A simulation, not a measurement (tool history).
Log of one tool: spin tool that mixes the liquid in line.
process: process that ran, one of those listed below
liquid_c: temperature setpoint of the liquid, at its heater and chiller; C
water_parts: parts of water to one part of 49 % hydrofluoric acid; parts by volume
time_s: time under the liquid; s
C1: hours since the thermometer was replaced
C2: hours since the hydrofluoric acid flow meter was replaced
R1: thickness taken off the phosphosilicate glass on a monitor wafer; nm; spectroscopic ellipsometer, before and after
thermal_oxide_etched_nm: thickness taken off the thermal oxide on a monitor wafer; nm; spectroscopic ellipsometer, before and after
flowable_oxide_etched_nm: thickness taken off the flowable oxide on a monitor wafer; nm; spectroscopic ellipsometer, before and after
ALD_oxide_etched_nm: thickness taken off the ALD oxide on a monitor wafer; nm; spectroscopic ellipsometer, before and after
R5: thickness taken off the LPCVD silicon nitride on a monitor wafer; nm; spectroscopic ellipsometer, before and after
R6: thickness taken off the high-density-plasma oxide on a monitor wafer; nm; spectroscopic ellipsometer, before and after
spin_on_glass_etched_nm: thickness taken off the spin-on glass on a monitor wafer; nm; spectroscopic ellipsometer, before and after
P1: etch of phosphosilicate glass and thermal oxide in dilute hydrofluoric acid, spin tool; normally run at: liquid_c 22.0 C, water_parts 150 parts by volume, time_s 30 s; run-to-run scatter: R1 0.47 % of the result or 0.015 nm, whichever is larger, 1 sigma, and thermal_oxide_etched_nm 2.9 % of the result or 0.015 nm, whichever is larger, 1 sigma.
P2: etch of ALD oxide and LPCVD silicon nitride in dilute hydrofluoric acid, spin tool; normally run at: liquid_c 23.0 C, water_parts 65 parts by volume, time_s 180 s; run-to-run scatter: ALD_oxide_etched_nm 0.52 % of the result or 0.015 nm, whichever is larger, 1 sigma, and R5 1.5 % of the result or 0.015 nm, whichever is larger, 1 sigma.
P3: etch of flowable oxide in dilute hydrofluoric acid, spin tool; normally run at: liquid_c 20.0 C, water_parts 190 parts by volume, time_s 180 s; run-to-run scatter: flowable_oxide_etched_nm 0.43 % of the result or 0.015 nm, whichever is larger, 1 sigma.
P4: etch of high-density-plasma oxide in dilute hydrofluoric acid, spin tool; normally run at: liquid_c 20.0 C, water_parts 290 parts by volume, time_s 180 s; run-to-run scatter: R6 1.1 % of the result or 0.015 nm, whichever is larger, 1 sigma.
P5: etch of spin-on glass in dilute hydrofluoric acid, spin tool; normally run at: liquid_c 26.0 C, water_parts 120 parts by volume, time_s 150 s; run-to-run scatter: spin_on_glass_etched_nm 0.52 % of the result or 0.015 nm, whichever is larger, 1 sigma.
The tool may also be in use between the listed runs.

Run 1, hour 5.2: process P1, liquid_c 22.0 C, water_parts 150 parts by volume, time_s 30 s; C1 408.9; C2 736.4. Result: R1 19.9570 nm, thermal_oxide_etched_nm 0.82431 nm.
Run 2, hour 11.1: process P1, liquid_c 22.0 C, water_parts 45 parts by volume, time_s 45 s; C1 414.8; C2 742.3. Result: R1 113.7200 nm, thermal_oxide_etched_nm 4.72000 nm.
Run 3, hour 14.9: process P3, liquid_c 20.0 C, water_parts 190 parts by volume, time_s 330 s; C1 418.6; C2 746.1. Result: flowable_oxide_etched_nm 29.714 nm.
Run 4, hour 18.5: process P1, liquid_c 28.5 C, water_parts 150 parts by volume, time_s 30 s; C1 422.2; C2 749.7. Result: R1 25.4360 nm, thermal_oxide_etched_nm 1.03460 nm.
Run 5, hour 25.1: process P2, liquid_c 23.0 C, water_parts 115 parts by volume, time_s 180 s; C1 428.8; C2 756.3. Result: ALD_oxide_etched_nm 18.341 nm, R5 0.78697 nm.
Run 6, hour 28.2: process P4, liquid_c 20.0 C, water_parts 290 parts by volume, time_s 75 s; C1 431.9; C2 759.4. Result: R6 0.9410 nm.
Run 7, hour 33.5: process P3, liquid_c 20.0 C, water_parts 80 parts by volume, time_s 180 s; C1 437.2; C2 764.7. Result: flowable_oxide_etched_nm 43.529 nm.
Run 8, hour 39.9: process P1, liquid_c 22.0 C, water_parts 150 parts by volume, time_s 60 s; C1 443.6; C2 771.1. Result: R1 40.0430 nm, thermal_oxide_etched_nm 1.66850 nm.
Run 9, hour 45.7: process P2, liquid_c 17.0 C, water_parts 65 parts by volume, time_s 180 s; C1 449.4; C2 776.9. Result: ALD_oxide_etched_nm 26.623 nm, R5 0.90714 nm.
Run 10, hour 51.9: process P1, liquid_c 17.5 C, water_parts 150 parts by volume, time_s 30 s; C1 455.6; C2 783.1. Result: R1 16.7550 nm, thermal_oxide_etched_nm 0.67074 nm.
Run 11, hour 57.7: process P2, liquid_c 23.0 C, water_parts 65 parts by volume, time_s 180 s; C1 461.4; C2 788.9. Result: ALD_oxide_etched_nm 34.106 nm, R5 1.35540 nm.
Run 12, hour 64.1: process P4, liquid_c 17.0 C, water_parts 290 parts by volume, time_s 180 s; C1 467.8; C2 795.3. Result: R6 1.9529 nm.
At hour 68.2: thermometer replaced.
Run 13, hour 69.8: process P1, liquid_c 22.0 C, water_parts 150 parts by volume, time_s 30 s; C1 1.6; C2 801.0. Result: R1 20.0190 nm, thermal_oxide_etched_nm 0.83912 nm.
Run 14, hour 73.1: process P1, liquid_c 22.0 C, water_parts 35 parts by volume, time_s 30 s; C1 4.9; C2 804.3. Result: R1 98.5150 nm, thermal_oxide_etched_nm 3.85650 nm.
Run 15, hour 79.2: process P3, liquid_c 20.0 C, water_parts 190 parts by volume, time_s 180 s; C1 11.0; C2 810.4. Result: flowable_oxide_etched_nm 16.273 nm.
Run 16, hour 85.8: process P3, liquid_c 17.0 C, water_parts 190 parts by volume, time_s 180 s; C1 17.6; C2 817.0. Result: flowable_oxide_etched_nm 14.357 nm.
Run 17, hour 92.4: process P1, liquid_c 22.0 C, water_parts 220 parts by volume, time_s 30 s; C1 24.2; C2 823.6. Result: R1 12.7530 nm, thermal_oxide_etched_nm 0.50868 nm.
Run 18, hour 99.1: process P5, liquid_c 26.0 C, water_parts 55 parts by volume, time_s 150 s; C1 30.9; C2 830.3. Result: spin_on_glass_etched_nm 132.940 nm.
Run 19, hour 102.4: process P5, liquid_c 26.0 C, water_parts 120 parts by volume, time_s 215 s; C1 34.2; C2 833.6. Result: spin_on_glass_etched_nm 80.853 nm.
Run 20, hour 105.8: process P5, liquid_c 26.0 C, water_parts 120 parts by volume, time_s 150 s; C1 37.6; C2 837.0. Result: spin_on_glass_etched_nm 56.150 nm.
Run 21, hour 110.5: process P4, liquid_c 20.0 C, water_parts 290 parts by volume, time_s 180 s; C1 42.3; C2 841.7. Result: R6 2.2271 nm.
Run 22, hour 114.7: process P4, liquid_c 20.0 C, water_parts 290 parts by volume, time_s 180 s; C1 46.5; C2 845.9. Result: R6 2.1949 nm.
Run 23, hour 118.6: process P5, liquid_c 34.0 C, water_parts 120 parts by volume, time_s 150 s; C1 50.4; C2 849.8. Result: spin_on_glass_etched_nm 76.033 nm.
Run 24, hour 121.7: process P2, liquid_c 23.0 C, water_parts 65 parts by volume, time_s 360 s; C1 53.5; C2 852.9. Result: ALD_oxide_etched_nm 68.536 nm, R5 2.75740 nm.
Run 25, hour 128.0: process P1, liquid_c 22.0 C, water_parts 150 parts by volume, time_s 15 s; C1 59.8; C2 859.2. Result: R1 9.9963 nm, thermal_oxide_etched_nm 0.37937 nm.
Run 26, hour 131.5: process P1, liquid_c 22.0 C, water_parts 150 parts by volume, time_s 30 s; C1 63.3; C2 862.7. Result: R1 19.8340 nm, thermal_oxide_etched_nm 0.80044 nm.
Run 27, hour 135.7: process P1, liquid_c 22.0 C, water_parts 150 parts by volume, time_s 30 s; C1 67.5; C2 866.9. Result: R1 20.0160 nm, thermal_oxide_etched_nm 0.81462 nm.
Run 28, hour 140.4: process P4, liquid_c 20.0 C, water_parts 105 parts by volume, time_s 180 s; C1 72.2; C2 871.6. Result: R6 7.2510 nm.
Run 29, hour 143.6: process P1, liquid_c 22.0 C, water_parts 150 parts by volume, time_s 30 s; C1 75.4; C2 874.8. Result: R1 19.9900 nm, thermal_oxide_etched_nm 0.84877 nm.
Run 30, hour 149.3: process P1, liquid_c 22.0 C, water_parts 150 parts by volume, time_s 30 s; C1 81.1; C2 880.5. Result: R1 20.6420 nm, thermal_oxide_etched_nm 0.81057 nm.
Run 31, hour 153.3: process P1, liquid_c 22.0 C, water_parts 150 parts by volume, time_s 30 s; C1 85.1; C2 884.5. Result: R1 20.6900 nm, thermal_oxide_etched_nm 0.88137 nm.
Run 32, hour 158.4: process P1, liquid_c 22.0 C, water_parts 150 parts by volume, time_s 30 s; C1 90.2; C2 889.6. Result: R1 21.1520 nm, thermal_oxide_etched_nm 0.85657 nm.
Run 33, hour 162.3: process P1, liquid_c 22.0 C, water_parts 150 parts by volume, time_s 30 s; C1 94.1; C2 893.5. Result: R1 21.3650 nm, thermal_oxide_etched_nm 0.87522 nm.
Run 34, hour 165.9: process P1, liquid_c 22.0 C, water_parts 150 parts by volume, time_s 30 s; C1 97.7; C2 897.1. Result: R1 21.4560 nm, thermal_oxide_etched_nm 0.93546 nm.
Run 35, hour 169.4: process P1, liquid_c 22.0 C, water_parts 150 parts by volume, time_s 30 s; C1 101.2; C2 900.6. Result: R1 21.7590 nm, thermal_oxide_etched_nm 0.90839 nm.
Run 36, hour 176.0: process P1, liquid_c 22.0 C, water_parts 150 parts by volume, time_s 30 s; C1 107.8; C2 907.2. Result: R1 21.7430 nm, thermal_oxide_etched_nm 0.86894 nm.
Run 37, hour 182.4: process P1, liquid_c 22.0 C, water_parts 150 parts by volume, time_s 30 s; C1 114.2; C2 913.6. Result: R1 21.6970 nm, thermal_oxide_etched_nm 0.85090 nm.
Run 38, hour 186.9: process P1, liquid_c 22.0 C, water_parts 150 parts by volume, time_s 30 s; C1 118.7; C2 918.1. Result: R1 21.7560 nm, thermal_oxide_etched_nm 0.85889 nm.
Run 39, hour 193.3: process P1, liquid_c 22.0 C, water_parts 150 parts by volume, time_s 30 s; C1 125.1; C2 924.5. Result: R1 21.6460 nm, thermal_oxide_etched_nm 0.88058 nm.
Run 40, hour 199.9: process P1, liquid_c 22.0 C, water_parts 150 parts by volume, time_s 30 s; C1 131.7; C2 931.1. Result: R1 21.7540 nm, thermal_oxide_etched_nm 0.88157 nm.

What P1 gives has crept away from where it was. These 2 causes fit the log equally well, each at the size given:
A: hydrofluoric acid flow above the setpoint (%) = 7.63
B: liquid hotter than its thermometer reads (K) = 2.21
The creep began at about hour 143.6.

4 check runs are offered, each on 5 wafers whose results are averaged, their results left as question marks. Which one tells the causes apart?
Run check 1, hour 206.5: process P2, liquid_c 23.0 C, water_parts 115 parts by volume, time_s 305 s. Result: ALD_oxide_etched_nm ?, R5 ?.
Run check 2, hour 206.5: process P4, liquid_c 20.0 C, water_parts 130 parts by volume, time_s 180 s. Result: R6 ?.
Run check 3, hour 206.5: process P3, liquid_c 17.0 C, water_parts 190 parts by volume, time_s 305 s. Result: flowable_oxide_etched_nm ?.
Run check 4, hour 206.5: process P5, liquid_c 30.5 C, water_parts 70 parts by volume, time_s 150 s. Result: spin_on_glass_etched_nm ?.

What each check would give under each cause:
  check                    result     if A     if B
check 1       ALD_oxide_etched_nm   33.676   33.791
check 1                        R5  1.45180  1.56040
check 2                        R6   6.1934   6.2221
check 3  flowable_oxide_etched_nm   26.656   26.696
check 4   spin_on_glass_etched_nm  133.030  133.420
How far apart the two closest causes lie, in the result that separates them most: check 1 7.22 %; check 2 0.46 %; check 3 0.15 %; check 4 0.3 %
Only check 1 tells the causes apart: in the others they would give nearly the same result.

Check 1 was then run and gave: ALD_oxide_etched_nm 33.677 nm; R5 1.56080 nm. Which cause is it?

It is B: liquid hotter than its thermometer reads (K).
